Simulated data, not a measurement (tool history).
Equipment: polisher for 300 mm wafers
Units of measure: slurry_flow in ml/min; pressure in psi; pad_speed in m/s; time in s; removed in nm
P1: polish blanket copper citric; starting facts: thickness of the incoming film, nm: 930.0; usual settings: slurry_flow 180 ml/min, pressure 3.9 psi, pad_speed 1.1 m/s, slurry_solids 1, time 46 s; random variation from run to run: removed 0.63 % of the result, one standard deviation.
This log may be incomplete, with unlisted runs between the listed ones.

| run | hour | slurry_flow | pressure | pad_speed | slurry_solids | time | removed |
|---|---|---|---|---|---|---|---|
| 1 | 8.7 | 180 | 3.9 | 1.1 | 1 | 46 | 171.28 |
| 2 | 15 | 180 | 3.9 | 1.1 | 1 | 62 | 228.21 |
| 3 | 22.9 | 180 | 3.9 | 1.1 | 0.7 | 46 | 158.88 |
| 4 | 29.1 | 180 | 3.9 | 1.1 | 1 | 46 | 171.41 |
| 5 | 34.5 | 110 | 3.9 | 1.1 | 1 | 46 | 155.34 |
| 6 | 38.9 | 180 | 1.8 | 1.1 | 1 | 46 | 80.359 |
| 7 | 47.4 | 270 | 3.9 | 1.1 | 1 | 46 | 180 |
| 8 | 55.8 | 180 | 3.9 | 1.1 | 1 | 46 | 171.17 |
| 9 | 65.6 | 180 | 3.9 | 1.6 | 1 | 34 | 183.21 |
| 10 | 74.6 | 180 | 3.9 | 1.1 | 1 | 46 | 171.25 |
| 11 | 81.2 | 180 | 3.9 | 1.1 | 1.35 | 46 | 181.53 |
| 12 | 87.7 | 180 | 5.9 | 1.1 | 1 | 46 | 258.32 |
| 13 | 94.6 | 180 | 3.9 | 1.1 | 1 | 46 | 169.4 |
| 14 | 99.7 | 180 | 3.9 | 1.68 | 1 | 46 | 260.48 |
| 15 | 104.9 | 180 | 3.9 | 0.64 | 1 | 46 | 101.89 |
| 16 | 110.4 | 180 | 3.9 | 1.1 | 1 | 24 | 88.827 |
| 17 | 115.6 | 180 | 3.9 | 1.1 | 1 | 46 | 172.38 |
| 18 | 123.2 | 180 | 3.9 | 1.1 | 1 | 46 | 172.19 |
| 19 | 132.2 | 180 | 3.9 | 1.1 | 1 | 46 | 166.94 |
| 20 | 137.8 | 180 | 3.9 | 1.1 | 1 | 46 | 164.76 |
| 21 | 142.5 | 180 | 3.9 | 1.1 | 1 | 46 | 165.25 |
| 22 | 152.6 | 180 | 3.9 | 1.1 | 1 | 46 | 162.78 |
| 23 | 161.2 | 180 | 3.9 | 1.1 | 1 | 46 | 162.66 |
| 24 | 168.9 | 180 | 3.9 | 1.1 | 1 | 46 | 160.66 |
| 25 | 177.3 | 180 | 3.9 | 1.1 | 1 | 46 | 160.82 |
|  | 179.7 | head pressure recalibrated |
|  | 183.8 | slurry blender recalibrated |
| 26 | 184.7 | 180 | 3.9 | 1.1 | 1 | 46 | 159.79 |
| 27 | 191.4 | 180 | 3.9 | 1.1 | 1 | 46 | 160.57 |
| 28 | 198.5 | 180 | 3.9 | 1.1 | 1 | 46 | 161.26 |
| 29 | 206.9 | 180 | 3.9 | 1.1 | 1 | 46 | 161.43 |

Something has made what P1 gives creep away from where it was; the 2 causes below, each at its own stated size, fit the log equally well:
A: slurry flow missing at the pad, % = 31.4
B: removal rate lost through wear of the pad, % = 6.36
The creep began at about hour 123.2.
All other causes, with the reason each is excluded:
head's pressure below its setpoint, %: work on it at hour 179.7, done after the drift set in, did not restore what the process gave before
abrasive missing from the slurry, %: work on it at hour 183.8, done after the drift set in, did not restore what the process gave before

The list below offers 4 check runs, each averaging the results of 3 wafers, and shows each result as a question mark. For which of them would the listed causes give clearly different results?
| check 1 | 215.3 | 180 | 5.5 | 0.7 | 1 | 46 | ? |
| check 2 | 215.3 | 180 | 1.8 | 1.1 | 1 | 46 | ? |
| check 3 | 215.3 | 120 | 3.9 | 1.54 | 1 | 46 | ? |
| check 4 | 215.3 | 180 | 3.9 | 1.56 | 1 | 46 | ? |

What every check run would give for each of its results, assuming each possible cause in turn:
| check | result | if A | if B |
|---|---|---|---|
| check 1 | removed | 143.77 | 143.79 |
| check 2 | removed | 75.254 | 75.267 |
| check 3 | removed | 201.37 | 207.35 |
| check 4 | removed | 225.62 | 225.66 |
Distance between the nearest two causes, measured in the result of the check that separates them most: check 1 0.02 %; check 2 0.02 %; check 3 2.92 %; check 4 0.02 %
The other checks would show nearly matching results whichever cause is true, so check 3 is the only one that separates the causes.

Check 3 was carried out, with these results: removed 207.53 nm. Which of the listed causes is responsible?

It was cause B: removal rate lost through wear of the pad, %.

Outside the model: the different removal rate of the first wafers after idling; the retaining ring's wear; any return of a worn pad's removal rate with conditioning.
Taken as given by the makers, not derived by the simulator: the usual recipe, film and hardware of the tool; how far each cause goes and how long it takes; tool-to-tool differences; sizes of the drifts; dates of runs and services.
